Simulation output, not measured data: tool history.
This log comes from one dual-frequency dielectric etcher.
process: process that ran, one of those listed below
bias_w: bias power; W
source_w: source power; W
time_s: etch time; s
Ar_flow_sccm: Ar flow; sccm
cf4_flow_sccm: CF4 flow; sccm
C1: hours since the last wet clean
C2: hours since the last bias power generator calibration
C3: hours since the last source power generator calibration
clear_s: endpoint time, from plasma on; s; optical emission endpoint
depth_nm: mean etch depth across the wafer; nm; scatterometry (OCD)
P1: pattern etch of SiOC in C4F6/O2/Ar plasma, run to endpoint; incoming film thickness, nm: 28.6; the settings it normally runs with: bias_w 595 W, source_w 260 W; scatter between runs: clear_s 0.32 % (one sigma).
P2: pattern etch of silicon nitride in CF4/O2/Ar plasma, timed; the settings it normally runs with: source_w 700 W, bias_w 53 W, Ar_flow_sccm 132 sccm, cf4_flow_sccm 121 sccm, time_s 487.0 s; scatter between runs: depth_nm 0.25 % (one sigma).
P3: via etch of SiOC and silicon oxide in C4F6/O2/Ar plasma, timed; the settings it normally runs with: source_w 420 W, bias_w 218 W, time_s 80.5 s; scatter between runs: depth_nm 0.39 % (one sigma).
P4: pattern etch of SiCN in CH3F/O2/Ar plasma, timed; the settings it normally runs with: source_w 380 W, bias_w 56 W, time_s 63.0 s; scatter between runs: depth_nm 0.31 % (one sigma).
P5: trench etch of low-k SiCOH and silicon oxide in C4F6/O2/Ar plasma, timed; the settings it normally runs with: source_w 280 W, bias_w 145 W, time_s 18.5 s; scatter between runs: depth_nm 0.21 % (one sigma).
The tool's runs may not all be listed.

run 1 hour=3.0 | process=P1 bias_w=595 source_w=260 | C1=133.7 C2=1414.5 C3=728.4 | clear_s=10.5290
run 2 hour=9.6 | process=P3 bias_w=218 source_w=560 time_s=80.5 | C1=140.3 C2=1421.1 C3=735.0 | depth_nm=111.960
run 3 hour=15.3 | process=P2 bias_w=53 source_w=700 time_s=487.0 Ar_flow_sccm=132 cf4_flow_sccm=121 | C1=146.0 C2=1426.8 C3=740.7 | depth_nm=1237.000
run 4 hour=20.6 | process=P2 bias_w=53 source_w=700 time_s=487.0 Ar_flow_sccm=183 cf4_flow_sccm=121 | C1=151.3 C2=1432.1 C3=746.0 | depth_nm=1183.900
run 5 hour=25.3 | process=P2 bias_w=53 source_w=700 time_s=676.5 Ar_flow_sccm=132 cf4_flow_sccm=121 | C1=156.0 C2=1436.8 C3=750.7 | depth_nm=1712.800
run 6 hour=28.5 | process=P4 bias_w=56 source_w=380 time_s=63.0 | C1=159.2 C2=1440.0 C3=753.9 | depth_nm=21.920
run 7 hour=32.7 | process=P5 bias_w=103 source_w=280 time_s=18.5 | C1=163.4 C2=1444.2 C3=758.1 | depth_nm=41.610
run 8 hour=35.8 | process=P4 bias_w=39 source_w=380 time_s=63.0 | C1=166.5 C2=1447.3 C3=761.2 | depth_nm=19.404
run 9 hour=38.9 | process=P1 bias_w=824 source_w=260 | C1=169.6 C2=1450.4 C3=764.3 | clear_s=9.2465
run 10 hour=42.8 | process=P3 bias_w=218 source_w=420 time_s=80.5 | C1=173.5 C2=1454.3 C3=768.2 | depth_nm=98.757
run 11 hour=46.1 | process=P5 bias_w=145 source_w=220 time_s=18.5 | C1=176.8 C2=1457.6 C3=771.5 | depth_nm=42.075
run 12 hour=49.7 | process=P2 bias_w=53 source_w=960 time_s=487.0 Ar_flow_sccm=132 cf4_flow_sccm=121 | C1=180.4 C2=1461.2 C3=775.1 | depth_nm=1630.500
run 13 hour=52.9 | process=P2 bias_w=53 source_w=700 time_s=487.0 Ar_flow_sccm=132 cf4_flow_sccm=151 | C1=183.6 C2=1464.4 C3=778.3 | depth_nm=1270.600
run 14 hour=57.6 | process=P5 bias_w=145 source_w=280 time_s=26.5 | C1=188.3 C2=1469.1 C3=783.0 | depth_nm=66.202
run 15 hour=62.2 | process=P2 bias_w=69 source_w=700 time_s=487.0 Ar_flow_sccm=132 cf4_flow_sccm=121 | C1=192.9 C2=1473.7 C3=787.6 | depth_nm=1368.700
run 16 hour=68.0 | process=P3 bias_w=177 source_w=420 time_s=80.5 | C1=198.7 C2=1479.5 C3=793.4 | depth_nm=93.180
run 17 hour=71.3 | process=P1 bias_w=595 source_w=340 | C1=202.0 C2=1482.8 C3=796.7 | clear_s=9.5421
run 18 hour=76.9 | process=P1 bias_w=595 source_w=260 | C1=207.6 C2=1488.4 C3=802.3 | clear_s=10.5550
run 19 hour=83.2 | process=P1 bias_w=595 source_w=260 | C1=213.9 C2=1494.7 C3=808.6 | clear_s=10.4900
run 20 hour=87.0 | process=P1 bias_w=485 source_w=260 | C1=217.7 C2=1498.5 C3=812.4 | clear_s=11.3340
run 21 hour=91.7 | process=P4 bias_w=56 source_w=380 time_s=90.5 | C1=222.4 C2=1503.2 C3=817.1 | depth_nm=31.245
run 22 hour=96.7 | process=P3 bias_w=218 source_w=420 time_s=44.5 | C1=227.4 C2=1508.2 C3=822.1 | depth_nm=54.969
run 23 hour=101.3 | process=P3 bias_w=218 source_w=420 time_s=80.5 | C1=232.0 C2=1512.8 C3=826.7 | depth_nm=99.268
run 24 hour=107.7 | process=P1 bias_w=595 source_w=260 | C1=238.4 C2=1519.2 C3=833.1 | clear_s=10.5630
run 25 hour=112.7 | process=P5 bias_w=145 source_w=280 time_s=18.5 | C1=243.4 C2=1524.2 C3=838.1 | depth_nm=46.301
run 26 hour=116.0 | process=P1 bias_w=595 source_w=260 | C1=246.7 C2=1527.5 C3=841.4 | clear_s=10.4910
run 27 hour=121.5 | process=P5 bias_w=145 source_w=280 time_s=18.5 | C1=252.2 C2=1533.0 C3=846.9 | depth_nm=46.212
run 28 hour=126.2 | process=P4 bias_w=56 source_w=450 time_s=63.0 | C1=256.9 C2=1537.7 C3=851.6 | depth_nm=23.233
run 29 hour=131.3 | process=P1 bias_w=595 source_w=180 | C1=262.0 C2=1542.8 C3=856.7 | clear_s=12.0470
run 30 hour=136.1 | process=P2 bias_w=53 source_w=700 time_s=487.0 Ar_flow_sccm=132 cf4_flow_sccm=121 | C1=266.8 C2=1547.6 C3=861.5 | depth_nm=1241.000
run 31 hour=139.6 | process=P1 bias_w=692 source_w=330 | C1=270.3 C2=1551.1 C3=865.0 | clear_s=9.1077
run 32 hour=146.3 | process=P1 bias_w=595 source_w=260 | C1=277.0 C2=1557.8 C3=871.7 | clear_s=10.5070
run 33 hour=149.9 | process=P1 bias_w=595 source_w=260 | C1=280.6 C2=1561.4 C3=875.3 | clear_s=10.5720

Predict the results of run 34:
run 34 hour=154.7 | process=P1 bias_w=595 source_w=260 | C1=285.4 C2=1566.2 C3=880.1 | clear_s=?

{"run 34": {"clear_s": 10.584}}
